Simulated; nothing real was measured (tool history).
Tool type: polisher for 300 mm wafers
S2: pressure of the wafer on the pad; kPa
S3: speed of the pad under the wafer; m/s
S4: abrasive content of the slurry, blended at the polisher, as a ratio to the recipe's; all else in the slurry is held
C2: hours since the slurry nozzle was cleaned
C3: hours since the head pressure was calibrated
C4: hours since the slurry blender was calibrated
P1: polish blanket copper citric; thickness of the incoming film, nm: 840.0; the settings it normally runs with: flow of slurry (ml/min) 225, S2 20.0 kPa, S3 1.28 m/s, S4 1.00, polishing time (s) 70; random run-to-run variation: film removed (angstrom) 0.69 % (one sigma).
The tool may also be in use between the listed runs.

{"run": 1, "hour": 9.0, "flow of slurry (ml/min)": 225, "S2": 20.0, "S3": 1.28, "S4": 1.0, "polishing time (s)": 70, "wafers polished on this pad": 822, "C2": 388.2, "C3": 547.9, "C4": 88.7, "film removed (angstrom)": 1900.1}
{"run": 2, "hour": 14.7, "flow of slurry (ml/min)": 225, "S2": 20.0, "S3": 1.28, "S4": 1.0, "polishing time (s)": 70, "wafers polished on this pad": 883, "C2": 393.9, "C3": 553.6, "C4": 94.4, "film removed (angstrom)": 1897.4}
{"run": 3, "hour": 24.6, "flow of slurry (ml/min)": 315, "S2": 20.0, "S3": 1.28, "S4": 1.0, "polishing time (s)": 70, "wafers polished on this pad": 990, "C2": 403.8, "C3": 563.5, "C4": 104.3, "film removed (angstrom)": 1975.1}
{"run": 4, "hour": 30.1, "flow of slurry (ml/min)": 225, "S2": 29.0, "S3": 1.28, "S4": 1.0, "polishing time (s)": 70, "wafers polished on this pad": 1049, "C2": 409.3, "C3": 569.0, "C4": 109.8, "film removed (angstrom)": 2732.0}
{"run": 5, "hour": 35.3, "flow of slurry (ml/min)": 225, "S2": 20.0, "S3": 2.02, "S4": 1.0, "polishing time (s)": 70, "wafers polished on this pad": 1104, "C2": 414.5, "C3": 574.2, "C4": 115.0, "film removed (angstrom)": 3004.7}
{"run": 6, "hour": 43.8, "flow of slurry (ml/min)": 225, "S2": 20.0, "S3": 1.28, "S4": 1.45, "polishing time (s)": 70, "wafers polished on this pad": 1195, "C2": 423.0, "C3": 582.7, "C4": 123.5, "film removed (angstrom)": 2085.0}
{"run": 7, "hour": 52.5, "flow of slurry (ml/min)": 225, "S2": 20.0, "S3": 1.28, "S4": 1.0, "polishing time (s)": 32, "wafers polished on this pad": 1289, "C2": 431.7, "C3": 591.4, "C4": 132.2, "film removed (angstrom)": 876.49}
{"run": 8, "hour": 59.5, "flow of slurry (ml/min)": 225, "S2": 20.0, "S3": 0.78, "S4": 1.0, "polishing time (s)": 70, "wafers polished on this pad": 1364, "C2": 438.7, "C3": 598.4, "C4": 139.2, "film removed (angstrom)": 1188.5}
{"hour": 62.3, "done": "worn pad replaced by a new one"}
{"hour": 63.6, "done": "slurry nozzle cleaned"}
{"run": 9, "hour": 65.2, "flow of slurry (ml/min)": 225, "S2": 20.0, "S3": 1.28, "S4": 1.0, "polishing time (s)": 70, "wafers polished on this pad": 31, "C2": 1.6, "C3": 604.1, "C4": 144.9, "film removed (angstrom)": 1905.0}
{"run": 10, "hour": 73.4, "flow of slurry (ml/min)": 225, "S2": 20.0, "S3": 1.28, "S4": 1.0, "polishing time (s)": 109, "wafers polished on this pad": 119, "C2": 9.8, "C3": 612.3, "C4": 153.1, "film removed (angstrom)": 2949.0}
{"run": 11, "hour": 82.2, "flow of slurry (ml/min)": 225, "S2": 20.0, "S3": 1.28, "S4": 1.0, "polishing time (s)": 70, "wafers polished on this pad": 213, "C2": 18.6, "C3": 621.1, "C4": 161.9, "film removed (angstrom)": 1896.8}
{"run": 12, "hour": 89.3, "flow of slurry (ml/min)": 225, "S2": 10.3, "S3": 1.28, "S4": 1.0, "polishing time (s)": 70, "wafers polished on this pad": 290, "C2": 25.7, "C3": 628.2, "C4": 169.0, "film removed (angstrom)": 1001.6}
{"run": 13, "hour": 96.1, "flow of slurry (ml/min)": 225, "S2": 20.0, "S3": 1.28, "S4": 1.0, "polishing time (s)": 70, "wafers polished on this pad": 362, "C2": 32.5, "C3": 635.0, "C4": 175.8, "film removed (angstrom)": 1905.4}
{"run": 14, "hour": 103.1, "flow of slurry (ml/min)": 135, "S2": 20.0, "S3": 1.28, "S4": 1.0, "polishing time (s)": 70, "wafers polished on this pad": 437, "C2": 39.5, "C3": 642.0, "C4": 182.8, "film removed (angstrom)": 1763.8}
{"run": 15, "hour": 111.8, "flow of slurry (ml/min)": 225, "S2": 20.0, "S3": 1.28, "S4": 0.55, "polishing time (s)": 70, "wafers polished on this pad": 531, "C2": 48.2, "C3": 650.7, "C4": 191.5, "film removed (angstrom)": 1689.5}
{"run": 16, "hour": 119.4, "flow of slurry (ml/min)": 225, "S2": 26.2, "S3": 0.98, "S4": 1.0, "polishing time (s)": 70, "wafers polished on this pad": 612, "C2": 55.8, "C3": 658.3, "C4": 199.1, "film removed (angstrom)": 1917.7}
{"run": 17, "hour": 128.7, "flow of slurry (ml/min)": 225, "S2": 20.0, "S3": 1.28, "S4": 1.3, "polishing time (s)": 53, "wafers polished on this pad": 712, "C2": 65.1, "C3": 667.6, "C4": 208.4, "film removed (angstrom)": 1524.5}
{"run": 18, "hour": 135.7, "flow of slurry (ml/min)": 225, "S2": 20.0, "S3": 1.28, "S4": 1.0, "polishing time (s)": 70, "wafers polished on this pad": 787, "C2": 72.1, "C3": 674.6, "C4": 215.4, "film removed (angstrom)": 1902.6}
{"run": 19, "hour": 140.6, "flow of slurry (ml/min)": 225, "S2": 20.0, "S3": 1.28, "S4": 1.0, "polishing time (s)": 70, "wafers polished on this pad": 840, "C2": 77.0, "C3": 679.5, "C4": 220.3, "film removed (angstrom)": 1879.7}
{"run": 20, "hour": 148.7, "flow of slurry (ml/min)": 225, "S2": 20.0, "S3": 1.28, "S4": 1.0, "polishing time (s)": 70, "wafers polished on this pad": 926, "C2": 85.1, "C3": 687.6, "C4": 228.4, "film removed (angstrom)": 1788.1}
{"hour": 155.3, "done": "slurry blender recalibrated"}
{"run": 21, "hour": 155.8, "flow of slurry (ml/min)": 225, "S2": 20.0, "S3": 1.28, "S4": 1.0, "polishing time (s)": 70, "wafers polished on this pad": 1003, "C2": 92.2, "C3": 694.7, "C4": 0.5, "film removed (angstrom)": 1785.7}
{"hour": 159.0, "done": "worn pad replaced by a new one"}
{"run": 22, "hour": 162.8, "flow of slurry (ml/min)": 225, "S2": 20.0, "S3": 1.28, "S4": 1.0, "polishing time (s)": 70, "wafers polished on this pad": 41, "C2": 99.2, "C3": 701.7, "C4": 7.5, "film removed (angstrom)": 1785.1}
{"run": 23, "hour": 172.2, "flow of slurry (ml/min)": 225, "S2": 20.0, "S3": 1.28, "S4": 1.0, "polishing time (s)": 70, "wafers polished on this pad": 141, "C2": 108.6, "C3": 711.1, "C4": 16.9, "film removed (angstrom)": 1764.8}
{"run": 24, "hour": 178.3, "flow of slurry (ml/min)": 225, "S2": 20.0, "S3": 1.28, "S4": 1.0, "polishing time (s)": 70, "wafers polished on this pad": 207, "C2": 114.7, "C3": 717.2, "C4": 23.0, "film removed (angstrom)": 1802.7}

Something has made what P1 gives creep away from where it was; the 2 causes below, each at its own stated size, fit the log equally well:
A: slurry flow missing at the pad, % = 39.7
B: head's pressure below its setpoint, % = 7.5
Onset of the creep was near hour 135.7.
What rules out each remaining cause:
removal rate lost through wear of the pad, %: serviced at hour 159.0, which brought nothing back
abrasive missing from the slurry, %: serviced at hour 155.3, which brought nothing back

The 4 check runs listed below each average the results of 3 wafers, and their outcomes are marked with question marks. Under which run would the listed causes produce clearly different results?
{"run": "check 1", "hour": 184.4, "flow of slurry (ml/min)": 155, "S2": 20.0, "S3": 1.28, "S4": 1.0, "polishing time (s)": 32, "film removed (angstrom)": "?"}
{"run": "check 2", "hour": 184.4, "flow of slurry (ml/min)": 225, "S2": 20.0, "S3": 1.28, "S4": 1.2, "polishing time (s)": 70, "film removed (angstrom)": "?"}
{"run": "check 3", "hour": 184.4, "flow of slurry (ml/min)": 225, "S2": 27.6, "S3": 1.28, "S4": 1.0, "polishing time (s)": 70, "film removed (angstrom)": "?"}
{"run": "check 4", "hour": 184.4, "flow of slurry (ml/min)": 225, "S2": 20.0, "S3": 1.98, "S4": 1.0, "polishing time (s)": 33, "film removed (angstrom)": "?"}

Predicted outcomes, by check and by cause:
check=check_1 result=film_removed_(angstrom) if_A=743.47 if_B=767.02
check=check_2 result=film_removed_(angstrom) if_A=1839.80 if_B=1839.90
check=check_3 result=film_removed_(angstrom) if_A=2426.30 if_B=2425.40
check=check_4 result=film_removed_(angstrom) if_A=1280.80 if_B=1280.20
Distance between the nearest two causes, measured in the result of the check that separates them most: check 1 3.12 %; check 2 0 %; check 3 0.04 %; check 4 0.05 %
The causes can be told apart only by check 1. The other checks would give nearly the same results under each of them.

Check 1 has now been run. It gave: film removed (angstrom) 766.16. Which of the candidate causes is it?

Of the candidate causes, it is B: head's pressure below its setpoint, %.

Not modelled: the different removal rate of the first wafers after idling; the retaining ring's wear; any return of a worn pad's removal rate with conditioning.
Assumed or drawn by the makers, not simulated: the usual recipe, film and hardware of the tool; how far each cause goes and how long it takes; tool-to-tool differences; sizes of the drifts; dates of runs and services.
